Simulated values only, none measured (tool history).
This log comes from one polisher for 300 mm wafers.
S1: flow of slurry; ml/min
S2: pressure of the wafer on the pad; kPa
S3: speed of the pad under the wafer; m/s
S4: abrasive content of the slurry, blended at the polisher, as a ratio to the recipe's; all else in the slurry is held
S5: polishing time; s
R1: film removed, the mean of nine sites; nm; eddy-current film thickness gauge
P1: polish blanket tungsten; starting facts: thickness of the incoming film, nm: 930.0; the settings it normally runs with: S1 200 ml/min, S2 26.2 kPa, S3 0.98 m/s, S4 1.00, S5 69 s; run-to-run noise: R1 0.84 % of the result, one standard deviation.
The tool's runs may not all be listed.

run,day,S1,S2,S3,S4,S5,R1
1,0.458,200,26.2,0.98,1.00,69,270.84
2,1.112,200,26.2,0.98,1.00,69,273.62
3,1.467,200,26.2,0.98,1.00,48,189.21
# day 1.879: slurry nozzle cleaned
4,2.146,200,26.2,0.98,1.00,69,275.04
5,2.571,200,26.2,0.98,1.00,69,271.78
# day 2.971: slurry tank refilled with fresh slurry and peroxide
6,3.192,200,26.2,0.98,1.35,69,292.99
7,3.892,200,40.0,0.98,1.00,69,414.39
8,4.488,200,26.2,1.34,1.00,69,370.55
9,4.917,200,13.8,0.98,1.00,69,143.39
10,5.496,200,26.2,0.98,1.00,98,386.63
11,6.008,200,26.2,0.98,1.00,69,268.99
12,6.746,155,26.2,0.98,0.60,69,230.39
13,7.342,120,26.2,0.98,1.00,69,252.16
14,7.871,200,13.1,0.98,1.00,88,175.21
15,8.275,200,26.2,0.98,1.00,69,270.64
# day 8.692: head pressure recalibrated
16,8.804,200,26.2,0.98,0.75,69,254.68
17,9.383,275,26.2,0.98,1.00,69,283.34
18,10.017,200,26.2,0.44,1.00,69,120.50

Expected results for the next run?
19,10.471,200,26.2,0.98,1.00,69,?

{"run 19": {"R1": 270.23}}
